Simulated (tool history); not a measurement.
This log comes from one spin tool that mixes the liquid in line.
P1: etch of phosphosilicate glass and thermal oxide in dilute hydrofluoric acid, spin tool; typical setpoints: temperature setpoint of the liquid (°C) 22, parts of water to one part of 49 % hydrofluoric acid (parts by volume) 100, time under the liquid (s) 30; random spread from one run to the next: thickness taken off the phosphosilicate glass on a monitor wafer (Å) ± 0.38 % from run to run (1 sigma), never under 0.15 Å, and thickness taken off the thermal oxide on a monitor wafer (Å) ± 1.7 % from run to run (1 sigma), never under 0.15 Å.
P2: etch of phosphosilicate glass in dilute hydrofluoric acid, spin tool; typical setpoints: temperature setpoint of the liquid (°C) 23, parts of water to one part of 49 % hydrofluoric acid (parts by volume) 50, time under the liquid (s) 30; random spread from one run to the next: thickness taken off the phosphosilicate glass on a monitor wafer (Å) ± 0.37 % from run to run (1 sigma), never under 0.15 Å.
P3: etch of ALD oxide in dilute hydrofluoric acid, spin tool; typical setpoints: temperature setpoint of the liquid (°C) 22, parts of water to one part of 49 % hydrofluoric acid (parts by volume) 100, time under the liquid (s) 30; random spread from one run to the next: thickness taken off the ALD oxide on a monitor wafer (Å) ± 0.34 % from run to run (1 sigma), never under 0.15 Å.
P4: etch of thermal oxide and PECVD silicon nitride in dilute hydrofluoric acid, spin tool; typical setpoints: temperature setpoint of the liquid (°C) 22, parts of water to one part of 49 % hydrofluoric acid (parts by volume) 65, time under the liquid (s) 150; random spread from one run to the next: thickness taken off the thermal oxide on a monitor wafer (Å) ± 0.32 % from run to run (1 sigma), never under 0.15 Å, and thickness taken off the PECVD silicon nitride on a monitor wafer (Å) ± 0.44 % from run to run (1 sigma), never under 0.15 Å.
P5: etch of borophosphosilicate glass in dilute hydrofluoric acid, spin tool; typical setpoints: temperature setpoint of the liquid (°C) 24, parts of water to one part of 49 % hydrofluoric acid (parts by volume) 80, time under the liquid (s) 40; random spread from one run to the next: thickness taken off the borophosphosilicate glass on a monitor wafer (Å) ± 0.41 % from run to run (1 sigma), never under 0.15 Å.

| run | hour | process that ran | temperature setpoint of the liquid (°C) | parts of water to one part of 49 % hydrofluoric acid (parts by volume) | time under the liquid (s) | hours since the thermometer was replaced | hours since the hydrofluoric acid flow meter was replaced | thickness taken off the phosphosilicate glass on a monitor wafer (Å) | thickness taken off the thermal oxide on a monitor wafer (Å) | thickness taken off the borophosphosilicate glass on a monitor wafer (Å) | thickness taken off the PECVD silicon nitride on a monitor wafer (Å) | thickness taken off the ALD oxide on a monitor wafer (Å) |
|---|---|---|---|---|---|---|---|---|---|---|---|---|
| 1 | 3.6 | P1 | 22 | 100 | 30 | 878 | 690 | 383.54 | 12.583 |  |  |  |
| 2 | 6.6 | P5 | 24 | 80 | 40 | 881 | 693 |  |  | 237.12 |  |  |
| 3 | 9.6 | P2 | 17 | 50 | 30 | 884 | 696 | 483.53 |  |  |  |  |
| 4 | 12.1 | P4 | 17 | 65 | 150 | 886.5 | 698.5 |  | 85.327 |  | 80.326 |  |
| 5 | 17.9 | P3 | 22 | 100 | 15 | 892.3 | 704.3 |  |  |  |  | 44.176 |
| 6 | 21.2 | P3 | 22 | 40 | 30 | 895.6 | 707.6 |  |  |  |  | 238.75 |
| 7 | 26.6 | P2 | 23 | 80 | 30 | 901 | 713 | 377.37 |  |  |  |  |
| 8 | 31.8 | P1 | 22 | 135 | 30 | 906.2 | 718.2 | 272.83 | 8.6869 |  |  |  |
| 9 | 37.4 | P2 | 23 | 50 | 55 | 911.8 | 723.8 | 1149 |  |  |  |  |
| 10 | 39.9 | P1 | 18.5 | 100 | 60 | 914.3 | 726.3 | 667.4 | 21.838 |  |  |  |
| 11 | 43 | P3 | 22 | 100 | 30 | 917.4 | 729.4 |  |  |  |  | 88.609 |
| 12 | 47 | P4 | 22 | 20 | 150 | 921.4 | 733.4 |  | 363.54 |  | 354.96 |  |
| 13 | 50 | P5 | 24 | 25 | 40 | 924.4 | 736.4 |  |  | 814.33 |  |  |
| 14 | 54.4 | P1 | 27 | 100 | 50 | 928.8 | 740.8 | 775.71 | 26.085 |  |  |  |
| 15 | 57.4 | P4 | 22 | 65 | 150 | 931.8 | 743.8 |  | 106.25 |  | 113.99 |  |
| 16 | 61.9 | P1 | 22 | 100 | 45 | 936.3 | 748.3 | 577.06 | 18.555 |  |  |  |
| 17 | 65.8 | P1 | 22 | 55 | 30 | 940.2 | 752.2 | 736.3 | 23.367 |  |  |  |
| 18 | 68.5 | P1 | 22 | 100 | 30 | 942.9 | 754.9 | 380.42 | 12.744 |  |  |  |
| 19 | 71.4 | P1 | 26.5 | 100 | 30 | 945.8 | 757.8 | 454.75 | 15.772 |  |  |  |
|  | 72.2 | hydrofluoric acid flow meter replaced |
| 20 | 74.7 | P1 | 22 | 100 | 15 | 949.1 | 2.6 | 190.18 | 6.0894 |  |  |  |
| 21 | 77.4 | P5 | 18.5 | 80 | 40 | 951.8 | 5.3 |  |  | 189.63 |  |  |
| 22 | 80.7 | P5 | 24 | 80 | 65 | 955.1 | 8.6 |  |  | 386.9 |  |  |
| 23 | 86.2 | P2 | 23 | 50 | 30 | 960.6 | 14.1 | 626.18 |  |  |  |  |
| 24 | 89.5 | P4 | 22 | 65 | 255 | 963.9 | 17.4 |  | 180.31 |  | 194.52 |  |
| 25 | 92.8 | P3 | 22 | 100 | 30 | 967.2 | 20.7 |  |  |  |  | 88.532 |
| 26 | 97.5 | P5 | 24 | 80 | 40 | 971.9 | 25.4 |  |  | 236.87 |  |  |
| 27 | 100.3 | P1 | 22 | 100 | 30 | 974.7 | 28.2 | 383.74 | 12.826 |  |  |  |
| 28 | 105.3 | P1 | 22 | 100 | 30 | 979.7 | 33.2 | 385.92 | 12.594 |  |  |  |
| 29 | 109.3 | P1 | 18.5 | 100 | 30 | 983.7 | 37.2 | 329.61 | 11.36 |  |  |  |
| 30 | 112.3 | P3 | 18 | 100 | 30 | 986.7 | 40.2 |  |  |  |  | 74.394 |
| 31 | 115.4 | P1 | 22 | 100 | 30 | 989.8 | 43.3 | 384.15 | 12.948 |  |  |  |
| 32 | 120.1 | P2 | 23 | 50 | 30 | 994.5 | 48 | 620.88 |  |  |  |  |
| 33 | 122.6 | P1 | 22 | 100 | 30 | 997 | 50.5 | 384.14 | 12.581 |  |  |  |
| 34 | 126.2 | P1 | 22 | 100 | 30 | 1000.6 | 54.1 | 394.71 | 12.775 |  |  |  |
| 35 | 131.1 | P1 | 22 | 100 | 30 | 1005.5 | 59 | 401.79 | 13.399 |  |  |  |
| 36 | 134.7 | P1 | 22 | 100 | 30 | 1009.1 | 62.6 | 404.34 | 13.071 |  |  |  |
| 37 | 138.9 | P1 | 22 | 100 | 30 | 1013.3 | 66.8 | 408.61 | 13.274 |  |  |  |
| 38 | 144.4 | P1 | 22 | 100 | 30 | 1018.8 | 72.3 | 405.86 | 13.218 |  |  |  |
| 39 | 149.1 | P1 | 22 | 100 | 30 | 1023.5 | 77 | 409.18 | 13.291 |  |  |  |
| 40 | 152.4 | P1 | 22 | 100 | 30 | 1026.8 | 80.3 | 411.45 | 13.207 |  |  |  |

P1 no longer gives what it gave before; its output has crept away from where it was. The following 2 causes, each at its listed size, fit the log equally well:
A: hydrofluoric acid flow above the setpoint (%) = 6.14
B: liquid hotter than its thermometer reads (K) = 1.66
The process output started creeping at around hour 122.6.

4 check runs are offered, one wafer each, their results left as question marks. Which one tells the causes apart?
| check 1 | 155.7 | P4 | 22 | 65 | 150 |  |  |  | ? |  | ? |  |
| check 2 | 155.7 | P3 | 22 | 100 | 30 |  |  |  |  |  |  | ? |
| check 3 | 155.7 | P2 | 23 | 50 | 30 |  |  | ? |  |  |  |  |
| check 4 | 155.7 | P5 | 24 | 80 | 40 |  |  |  |  | ? |  |  |

What each check would give under each cause:
| check | result | if A | if B |
|---|---|---|---|
| check 1 | thickness taken off the thermal oxide on a monitor wafer (Å) | 113.16 | 113.61 |
| check 1 | thickness taken off the PECVD silicon nitride on a monitor wafer (Å) | 120.81 | 127.5 |
| check 2 | thickness taken off the ALD oxide on a monitor wafer (Å) | 94.272 | 94.284 |
| check 3 | thickness taken off the phosphosilicate glass on a monitor wafer (Å) | 665.73 | 669.15 |
| check 4 | thickness taken off the borophosphosilicate glass on a monitor wafer (Å) | 252.97 | 253.16 |
Per-check spread between the two closest causes, in the result where they differ most: check 1 5.38 %; check 2 0.01 %; check 3 0.51 %; check 4 0.08 %
Only check 1 tells the causes apart: in the others they would give nearly the same result.

Then check 1 was run and gave: thickness taken off the thermal oxide on a monitor wafer (Å) 113.26; thickness taken off the PECVD silicon nitride on a monitor wafer (Å) 121.19. Which cause is it?

Of the candidate causes, it is A: hydrofluoric acid flow above the setpoint (%).

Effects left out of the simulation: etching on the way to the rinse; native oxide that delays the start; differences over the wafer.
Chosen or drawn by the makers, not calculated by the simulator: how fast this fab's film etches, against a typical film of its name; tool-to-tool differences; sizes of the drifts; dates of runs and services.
